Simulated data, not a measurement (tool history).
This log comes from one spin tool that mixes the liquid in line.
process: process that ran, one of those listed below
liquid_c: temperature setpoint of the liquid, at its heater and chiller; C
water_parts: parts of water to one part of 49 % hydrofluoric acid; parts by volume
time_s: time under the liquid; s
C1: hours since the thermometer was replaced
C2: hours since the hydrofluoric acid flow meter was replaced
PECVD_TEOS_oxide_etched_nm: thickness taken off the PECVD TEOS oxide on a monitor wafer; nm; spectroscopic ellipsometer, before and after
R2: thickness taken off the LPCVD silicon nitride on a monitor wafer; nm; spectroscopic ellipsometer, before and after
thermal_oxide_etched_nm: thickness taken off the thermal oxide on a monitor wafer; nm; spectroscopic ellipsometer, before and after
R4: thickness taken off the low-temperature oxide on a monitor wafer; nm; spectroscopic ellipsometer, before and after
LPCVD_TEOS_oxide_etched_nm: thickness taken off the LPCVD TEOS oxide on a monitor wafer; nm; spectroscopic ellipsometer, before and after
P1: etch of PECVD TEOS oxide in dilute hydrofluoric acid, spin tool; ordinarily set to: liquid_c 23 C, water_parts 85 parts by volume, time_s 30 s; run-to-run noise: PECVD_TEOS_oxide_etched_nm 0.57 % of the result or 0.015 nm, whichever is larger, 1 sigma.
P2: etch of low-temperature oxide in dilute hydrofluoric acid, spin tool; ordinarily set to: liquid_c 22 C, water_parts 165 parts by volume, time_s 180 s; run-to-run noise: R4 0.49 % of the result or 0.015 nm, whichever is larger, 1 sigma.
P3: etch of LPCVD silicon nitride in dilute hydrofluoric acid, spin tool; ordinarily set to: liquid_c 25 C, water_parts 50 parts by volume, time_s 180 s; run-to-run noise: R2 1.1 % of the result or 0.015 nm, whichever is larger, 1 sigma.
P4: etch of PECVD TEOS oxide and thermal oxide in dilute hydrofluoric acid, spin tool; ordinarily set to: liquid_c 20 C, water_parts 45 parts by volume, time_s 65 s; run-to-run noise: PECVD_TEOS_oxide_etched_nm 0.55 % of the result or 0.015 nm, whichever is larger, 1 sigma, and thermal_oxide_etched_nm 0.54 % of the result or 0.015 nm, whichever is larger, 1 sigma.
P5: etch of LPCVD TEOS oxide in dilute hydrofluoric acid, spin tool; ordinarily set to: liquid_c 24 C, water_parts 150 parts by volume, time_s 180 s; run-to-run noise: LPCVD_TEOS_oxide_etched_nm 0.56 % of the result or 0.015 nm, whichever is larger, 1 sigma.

run 1 hour=3.1 | process=P1 liquid_c=23 water_parts=85 time_s=30 | C1=412.9 C2=325.3 | PECVD_TEOS_oxide_etched_nm=9.5838
run 2 hour=6.1 | process=P1 liquid_c=26.5 water_parts=50 time_s=30 | C1=415.9 C2=328.3 | PECVD_TEOS_oxide_etched_nm=19.855
run 3 hour=8.8 | process=P1 liquid_c=17 water_parts=25 time_s=30 | C1=418.6 C2=331 | PECVD_TEOS_oxide_etched_nm=27.404
run 4 hour=11.6 | process=P3 liquid_c=25 water_parts=50 time_s=180 | C1=421.4 C2=333.8 | R2=1.9495
run 5 hour=15.9 | process=P4 liquid_c=20 water_parts=45 time_s=15 | C1=425.7 C2=338.1 | PECVD_TEOS_oxide_etched_nm=4.2442 thermal_oxide_etched_nm=1.3425
run 6 hour=19 | process=P1 liquid_c=23 water_parts=125 time_s=30 | C1=428.8 C2=341.2 | PECVD_TEOS_oxide_etched_nm=6.2588
run 7 hour=24.3 | process=P1 liquid_c=23 water_parts=85 time_s=30 | C1=434.1 C2=346.5 | PECVD_TEOS_oxide_etched_nm=9.5458
run 8 hour=29.7 | process=P2 liquid_c=22 water_parts=165 time_s=180 | C1=439.5 C2=351.9 | R4=10.481
run 9 hour=35.4 | process=P5 liquid_c=24 water_parts=35 time_s=180 | C1=445.2 C2=357.6 | LPCVD_TEOS_oxide_etched_nm=193.19
run 10 hour=40.4 | process=P1 liquid_c=26.5 water_parts=85 time_s=30 | C1=450.2 C2=362.6 | PECVD_TEOS_oxide_etched_nm=11.253
run 11 hour=45.6 | process=P5 liquid_c=24 water_parts=150 time_s=90 | C1=455.4 C2=367.8 | LPCVD_TEOS_oxide_etched_nm=19.42
run 12 hour=50.7 | process=P1 liquid_c=23 water_parts=50 time_s=30 | C1=460.5 C2=372.9 | PECVD_TEOS_oxide_etched_nm=17.098
run 13 hour=55.3 | process=P2 liquid_c=22 water_parts=165 time_s=310 | C1=465.1 C2=377.5 | R4=18.125
run 14 hour=61.1 | process=P1 liquid_c=23 water_parts=85 time_s=65 | C1=470.9 C2=383.3 | PECVD_TEOS_oxide_etched_nm=20.982
run 15 hour=64.8 | process=P3 liquid_c=25 water_parts=50 time_s=15 | C1=474.6 C2=387 | R2=0.12582
run 16 hour=68.1 | process=P1 liquid_c=17 water_parts=85 time_s=30 | C1=477.9 C2=390.3 | PECVD_TEOS_oxide_etched_nm=7.5139
run 17 hour=71.4 | process=P4 liquid_c=20 water_parts=45 time_s=65 | C1=481.2 C2=393.6 | PECVD_TEOS_oxide_etched_nm=18.666 thermal_oxide_etched_nm=5.7814
run 18 hour=76.3 | process=P4 liquid_c=20 water_parts=25 time_s=65 | C1=486.1 C2=398.5 | PECVD_TEOS_oxide_etched_nm=34.58 thermal_oxide_etched_nm=10.578
run 19 hour=79.2 | process=P2 liquid_c=17 water_parts=165 time_s=180 | C1=489 C2=401.4 | R4=8.5655
run 20 hour=84 | process=P1 liquid_c=23 water_parts=85 time_s=15 | C1=493.8 C2=406.2 | PECVD_TEOS_oxide_etched_nm=4.8336
run 21 hour=88.5 | process=P5 liquid_c=30.5 water_parts=150 time_s=180 | C1=498.3 C2=410.7 | LPCVD_TEOS_oxide_etched_nm=49.433
run 22 hour=93.7 | process=P3 liquid_c=25 water_parts=50 time_s=180 | C1=503.5 C2=415.9 | R2=1.9587
run 23 hour=98.1 | process=P5 liquid_c=24 water_parts=150 time_s=180 | C1=507.9 C2=420.3 | LPCVD_TEOS_oxide_etched_nm=38.837
run 24 hour=101.4 | process=P1 liquid_c=23 water_parts=85 time_s=30 | C1=511.2 C2=423.6 | PECVD_TEOS_oxide_etched_nm=9.7221
run 25 hour=105.8 | process=P1 liquid_c=23 water_parts=85 time_s=30 | C1=515.6 C2=428 | PECVD_TEOS_oxide_etched_nm=9.5949
run 26 hour=111 | process=P1 liquid_c=29 water_parts=130 time_s=30 | C1=520.8 C2=433.2 | PECVD_TEOS_oxide_etched_nm=7.5715
run 27 hour=116.7 | process=P2 liquid_c=22 water_parts=165 time_s=180 | C1=526.5 C2=438.9 | R4=10.559
run 28 hour=119.6 | process=P1 liquid_c=23 water_parts=85 time_s=30 | C1=529.4 C2=441.8 | PECVD_TEOS_oxide_etched_nm=9.6178
run 29 hour=125.2 | process=P3 liquid_c=25 water_parts=20 time_s=180 | C1=535 C2=447.4 | R2=4.5905
run 30 hour=130.4 | process=P3 liquid_c=17 water_parts=50 time_s=180 | C1=540.2 C2=452.6 | R2=1.095
run 31 hour=134.5 | process=P4 liquid_c=24 water_parts=45 time_s=65 | C1=544.3 C2=456.7 | PECVD_TEOS_oxide_etched_nm=21.808 thermal_oxide_etched_nm=6.8195
run 32 hour=138.5 | process=P4 liquid_c=20 water_parts=45 time_s=65 | C1=548.3 C2=460.7 | PECVD_TEOS_oxide_etched_nm=18.667 thermal_oxide_etched_nm=5.8515
run 33 hour=141.8 | process=P2 liquid_c=22 water_parts=35 time_s=180 | C1=551.6 C2=464 | R4=57.531
run 34 hour=144.6 | process=P1 liquid_c=23 water_parts=85 time_s=30 | C1=554.4 C2=466.8 | PECVD_TEOS_oxide_etched_nm=9.6461
run 35 hour=148.8 | process=P1 liquid_c=23 water_parts=85 time_s=30 | C1=558.6 C2=471 | PECVD_TEOS_oxide_etched_nm=9.614
run 36 hour=152.4 | process=P1 liquid_c=23 water_parts=85 time_s=30 | C1=562.2 C2=474.6 | PECVD_TEOS_oxide_etched_nm=9.8175
run 37 hour=156 | process=P1 liquid_c=23 water_parts=85 time_s=30 | C1=565.8 C2=478.2 | PECVD_TEOS_oxide_etched_nm=10.091
run 38 hour=160.8 | process=P1 liquid_c=23 water_parts=85 time_s=30 | C1=570.6 C2=483 | PECVD_TEOS_oxide_etched_nm=10.133
run 39 hour=164.3 | process=P1 liquid_c=23 water_parts=85 time_s=30 | C1=574.1 C2=486.5 | PECVD_TEOS_oxide_etched_nm=10.176
run 40 hour=169.5 | process=P1 liquid_c=23 water_parts=85 time_s=30 | C1=579.3 C2=491.7 | PECVD_TEOS_oxide_etched_nm=10.058
run 41 hour=173.9 | process=P1 liquid_c=23 water_parts=85 time_s=30 | C1=583.7 C2=496.1 | PECVD_TEOS_oxide_etched_nm=10.189
run 42 hour=179.4 | process=P1 liquid_c=23 water_parts=85 time_s=30 | C1=589.2 C2=501.6 | PECVD_TEOS_oxide_etched_nm=10.257
run 43 hour=182.2 | process=P1 liquid_c=23 water_parts=85 time_s=30 | C1=592 C2=504.4 | PECVD_TEOS_oxide_etched_nm=10.306

Something has made what P1 gives creep away from where it was; the 2 causes below, each at its own stated size, fit the log equally well:
A: liquid hotter than its thermometer reads (K) = 1.59
B: hydrofluoric acid flow above the setpoint (%) = 5.95
The gradual shift began around hour 148.8.

The list below offers 4 check runs, each averaging the results of 3 wafers, and shows each result as a question mark. For which of them would the listed causes give clearly different results?
run check 1 hour=185 | process=P2 liquid_c=22 water_parts=40 time_s=180 | R4=?
run check 2 hour=185 | process=P3 liquid_c=25 water_parts=20 time_s=180 | R2=?
run check 3 hour=185 | process=P5 liquid_c=28.5 water_parts=50 time_s=180 | LPCVD_TEOS_oxide_etched_nm=?
run check 4 hour=185 | process=P4 liquid_c=23 water_parts=45 time_s=65 | PECVD_TEOS_oxide_etched_nm=? thermal_oxide_etched_nm=?

Expected result of each check under each candidate cause:
check=check_1 result=R4 if_A=53.742 if_B=53.43
check=check_2 result=R2 if_A=5.2432 if_B=4.9736
check=check_3 result=LPCVD_TEOS_oxide_etched_nm if_A=168.97 if_B=168.85
check=check_4 result=PECVD_TEOS_oxide_etched_nm if_A=22.467 if_B=22.363
check=check_4 result=thermal_oxide_etched_nm if_A=7.0009 if_B=6.9685
Minimum pairwise separation of causes per check, each pair taken at its best-separating result: check 1 0.58 %; check 2 5.28 %; check 3 0.07 %; check 4 0.46 %
Only check 2 tells the causes apart: in the others they would give nearly the same result.

Running check 2 produced the following: R2 5.1882 nm. Which one of the listed causes fits?

Of the candidate causes, it is A: liquid hotter than its thermometer reads (K).
